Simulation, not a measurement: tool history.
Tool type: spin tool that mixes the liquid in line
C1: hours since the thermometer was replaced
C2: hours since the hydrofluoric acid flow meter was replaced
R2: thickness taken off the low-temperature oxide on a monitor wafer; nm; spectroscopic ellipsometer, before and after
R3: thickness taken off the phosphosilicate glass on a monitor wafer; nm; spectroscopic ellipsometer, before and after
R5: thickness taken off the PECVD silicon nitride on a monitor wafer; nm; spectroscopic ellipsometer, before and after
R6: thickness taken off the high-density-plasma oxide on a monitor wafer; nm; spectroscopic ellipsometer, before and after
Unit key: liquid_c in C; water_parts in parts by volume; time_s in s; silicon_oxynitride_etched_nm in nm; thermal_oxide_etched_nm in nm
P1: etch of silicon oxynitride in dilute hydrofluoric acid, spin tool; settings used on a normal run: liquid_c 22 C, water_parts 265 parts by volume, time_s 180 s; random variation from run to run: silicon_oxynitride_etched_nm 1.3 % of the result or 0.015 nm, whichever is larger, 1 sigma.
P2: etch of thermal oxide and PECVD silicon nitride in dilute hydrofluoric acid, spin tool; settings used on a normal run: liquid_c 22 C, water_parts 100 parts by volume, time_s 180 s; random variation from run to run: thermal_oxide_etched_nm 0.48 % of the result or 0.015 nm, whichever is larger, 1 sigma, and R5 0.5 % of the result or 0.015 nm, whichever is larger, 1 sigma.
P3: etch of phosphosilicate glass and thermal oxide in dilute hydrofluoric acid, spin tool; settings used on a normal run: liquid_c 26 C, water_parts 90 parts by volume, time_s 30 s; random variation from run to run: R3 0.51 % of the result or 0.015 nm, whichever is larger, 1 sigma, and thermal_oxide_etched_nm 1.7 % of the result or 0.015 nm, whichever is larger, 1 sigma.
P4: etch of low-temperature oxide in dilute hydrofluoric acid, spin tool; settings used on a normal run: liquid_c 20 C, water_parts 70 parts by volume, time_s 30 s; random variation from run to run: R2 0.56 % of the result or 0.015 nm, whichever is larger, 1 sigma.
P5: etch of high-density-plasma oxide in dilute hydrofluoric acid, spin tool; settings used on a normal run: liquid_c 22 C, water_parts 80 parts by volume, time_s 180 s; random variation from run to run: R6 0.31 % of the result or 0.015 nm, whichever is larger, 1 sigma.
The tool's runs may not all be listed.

run 1 hour=7.7 | process=P1 liquid_c=22 water_parts=265 time_s=180 | C1=118.3 C2=789.4 | silicon_oxynitride_etched_nm=1.9409
run 2 hour=13.9 | process=P4 liquid_c=20 water_parts=70 time_s=30 | C1=124.5 C2=795.6 | R2=7.1656
run 3 hour=19.7 | process=P1 liquid_c=22 water_parts=265 time_s=180 | C1=130.3 C2=801.4 | silicon_oxynitride_etched_nm=1.9481
run 4 hour=29.9 | process=P1 liquid_c=22 water_parts=265 time_s=180 | C1=140.5 C2=811.6 | silicon_oxynitride_etched_nm=1.9252
run 5 hour=39 | process=P3 liquid_c=26 water_parts=90 time_s=50 | C1=149.6 C2=820.7 | R3=61.653 thermal_oxide_etched_nm=2.6802
run 6 hour=45.3 | process=P1 liquid_c=18 water_parts=265 time_s=180 | C1=155.9 C2=827 | silicon_oxynitride_etched_nm=1.6151
run 7 hour=53.7 | process=P2 liquid_c=22 water_parts=170 time_s=180 | C1=164.3 C2=835.4 | thermal_oxide_etched_nm=4.2896 R5=2.6291
run 8 hour=62.4 | process=P1 liquid_c=30.5 water_parts=265 time_s=180 | C1=173 C2=844.1 | silicon_oxynitride_etched_nm=2.8412
run 9 hour=71.8 | process=P5 liquid_c=22 water_parts=80 time_s=75 | C1=182.4 C2=853.5 | R6=5.2772
run 10 hour=77.1 | process=P2 liquid_c=22 water_parts=100 time_s=335 | C1=187.7 C2=858.8 | thermal_oxide_etched_nm=14.854 R5=8.2607
run 11 hour=86.7 | process=P2 liquid_c=22 water_parts=100 time_s=180 | C1=197.3 C2=868.4 | thermal_oxide_etched_nm=7.893 R5=4.5197
run 12 hour=96.7 | process=P1 liquid_c=22 water_parts=425 time_s=180 | C1=207.3 C2=878.4 | silicon_oxynitride_etched_nm=1.1053
run 13 hour=101.7 | process=P2 liquid_c=22 water_parts=100 time_s=180 | C1=212.3 C2=883.4 | thermal_oxide_etched_nm=7.9232 R5=4.4337
run 14 hour=108.3 | process=P1 liquid_c=18 water_parts=265 time_s=70 | C1=218.9 C2=890 | silicon_oxynitride_etched_nm=0.63682
run 15 hour=115.4 | process=P1 liquid_c=22 water_parts=265 time_s=180 | C1=226 C2=897.1 | silicon_oxynitride_etched_nm=1.9371
run 16 hour=120.4 | process=P3 liquid_c=26 water_parts=90 time_s=30 | C1=231 C2=902.1 | R3=37.075 thermal_oxide_etched_nm=1.6567
run 17 hour=130.1 | process=P1 liquid_c=22 water_parts=265 time_s=315 | C1=240.7 C2=911.8 | silicon_oxynitride_etched_nm=3.4383
run 18 hour=135.9 | process=P1 liquid_c=28.5 water_parts=180 time_s=180 | C1=246.5 C2=917.6 | silicon_oxynitride_etched_nm=4.0989
run 19 hour=140.7 | process=P1 liquid_c=22 water_parts=405 time_s=345 | C1=251.3 C2=922.4 | silicon_oxynitride_etched_nm=2.2804
run 20 hour=150.6 | process=P3 liquid_c=26 water_parts=90 time_s=30 | C1=261.2 C2=932.3 | R3=37.039 thermal_oxide_etched_nm=1.5979
run 21 hour=157.4 | process=P4 liquid_c=20 water_parts=100 time_s=30 | C1=268 C2=939.1 | R2=4.8477
run 22 hour=166 | process=P2 liquid_c=29.5 water_parts=100 time_s=180 | C1=276.6 C2=947.7 | thermal_oxide_etched_nm=10.621 R5=7.2455
run 23 hour=175.6 | process=P1 liquid_c=22 water_parts=265 time_s=30 | C1=286.2 C2=957.3 | silicon_oxynitride_etched_nm=0.33735
run 24 hour=181.6 | process=P4 liquid_c=20 water_parts=70 time_s=55 | C1=292.2 C2=963.3 | R2=13.078
run 25 hour=187.8 | process=P5 liquid_c=28 water_parts=80 time_s=180 | C1=298.4 C2=969.5 | R6=16.079
run 26 hour=193.2 | process=P5 liquid_c=22 water_parts=80 time_s=180 | C1=303.8 C2=974.9 | R6=12.686
run 27 hour=203.1 | process=P3 liquid_c=18.5 water_parts=90 time_s=30 | C1=313.7 C2=984.8 | R3=27.389 thermal_oxide_etched_nm=1.2547
run 28 hour=210.7 | process=P5 liquid_c=22 water_parts=80 time_s=180 | C1=321.3 C2=992.4 | R6=12.713
run 29 hour=216.5 | process=P4 liquid_c=20 water_parts=70 time_s=30 | C1=327.1 C2=998.2 | R2=7.1723
run 30 hour=225.1 | process=P1 liquid_c=22 water_parts=265 time_s=180 | C1=335.7 C2=1006.8 | silicon_oxynitride_etched_nm=1.9184
run 31 hour=230.1 | process=P1 liquid_c=22 water_parts=65 time_s=180 | C1=340.7 C2=1011.8 | silicon_oxynitride_etched_nm=9.0816
run 32 hour=240.4 | process=P5 liquid_c=22 water_parts=145 time_s=180 | C1=351 C2=1022.1 | R6=6.4597
run 33 hour=248.3 | process=P1 liquid_c=22 water_parts=265 time_s=180 | C1=358.9 C2=1030 | silicon_oxynitride_etched_nm=1.972
run 34 hour=253.1 | process=P3 liquid_c=26 water_parts=35 time_s=30 | C1=363.7 C2=1034.8 | R3=102.94 thermal_oxide_etched_nm=4.5018
run 35 hour=263 | process=P4 liquid_c=23.5 water_parts=70 time_s=30 | C1=373.6 C2=1044.7 | R2=8.4178
run 36 hour=271.4 | process=P1 liquid_c=22 water_parts=265 time_s=180 | C1=382 C2=1053.1 | silicon_oxynitride_etched_nm=1.9281
run 37 hour=279.1 | process=P1 liquid_c=22 water_parts=265 time_s=180 | C1=389.7 C2=1060.8 | silicon_oxynitride_etched_nm=1.9414
run 38 hour=284.7 | process=P1 liquid_c=22 water_parts=265 time_s=180 | C1=395.3 C2=1066.4 | silicon_oxynitride_etched_nm=1.8506
run 39 hour=289.4 | process=P1 liquid_c=22 water_parts=265 time_s=180 | C1=400 C2=1071.1 | silicon_oxynitride_etched_nm=1.8226
run 40 hour=294.5 | process=P1 liquid_c=22 water_parts=265 time_s=180 | C1=405.1 C2=1076.2 | silicon_oxynitride_etched_nm=1.7959
run 41 hour=303.4 | process=P1 liquid_c=22 water_parts=265 time_s=180 | C1=414 C2=1085.1 | silicon_oxynitride_etched_nm=1.7989
run 42 hour=309.3 | process=P1 liquid_c=22 water_parts=265 time_s=180 | C1=419.9 C2=1091 | silicon_oxynitride_etched_nm=1.8019
run 43 hour=314.8 | process=P1 liquid_c=22 water_parts=265 time_s=180 | C1=425.4 C2=1096.5 | silicon_oxynitride_etched_nm=1.8302
run 44 hour=325.2 | process=P1 liquid_c=22 water_parts=265 time_s=180 | C1=435.8 C2=1106.9 | silicon_oxynitride_etched_nm=1.8078
run 45 hour=335.4 | process=P1 liquid_c=22 water_parts=265 time_s=180 | C1=446 C2=1117.1 | silicon_oxynitride_etched_nm=1.7478
run 46 hour=344 | process=P1 liquid_c=22 water_parts=265 time_s=180 | C1=454.6 C2=1125.7 | silicon_oxynitride_etched_nm=1.774
run 47 hour=351 | process=P1 liquid_c=22 water_parts=265 time_s=180 | C1=461.6 C2=1132.7 | silicon_oxynitride_etched_nm=1.7998

What P1 gives has crept off from where it sat before. The 2 causes that follow fit the log equally well, each at the size noted:
A: liquid colder than its thermometer reads (K) = 1.82
B: hydrofluoric acid flow below the setpoint (%) = 6.61
At approximately hour 271.4, the process output began to creep.

Which of the 4 check runs listed below separates the causes, so that each cause would produce a clearly different result? Each run uses one wafer, and its results are marked with question marks.
run check 1 hour=358 | process=P4 liquid_c=20 water_parts=70 time_s=30 | R2=?
run check 2 hour=358 | process=P3 liquid_c=26 water_parts=90 time_s=30 | R3=? thermal_oxide_etched_nm=?
run check 3 hour=358 | process=P2 liquid_c=22 water_parts=100 time_s=180 | thermal_oxide_etched_nm=? R5=?
run check 4 hour=358 | process=P5 liquid_c=22 water_parts=80 time_s=180 | R6=?

Check results expected under each cause:
check=check_1 result=R2 if_A=6.6638 if_B=6.682
check=check_2 result=R3 if_A=34.465 if_B=34.302
check=check_2 result=thermal_oxide_etched_nm if_A=1.5197 if_B=1.5126
check=check_3 result=thermal_oxide_etched_nm if_A=7.374 if_B=7.3547
check=check_3 result=R5 if_A=3.9406 if_B=4.1662
check=check_4 result=R6 if_A=11.752 if_B=11.75
Per-check spread between the two closest causes, in the result where they differ most: check 1 0.27 %; check 2 0.47 %; check 3 5.57 %; check 4 0.01 %
The causes can be told apart only by check 3. The other checks would give nearly the same results under each of them.

With check 3 done, the readings were: thermal_oxide_etched_nm 7.3679 nm; R5 3.948 nm. Identify which of the listed causes applies.

The correct cause is A, namely: liquid colder than its thermometer reads (K).
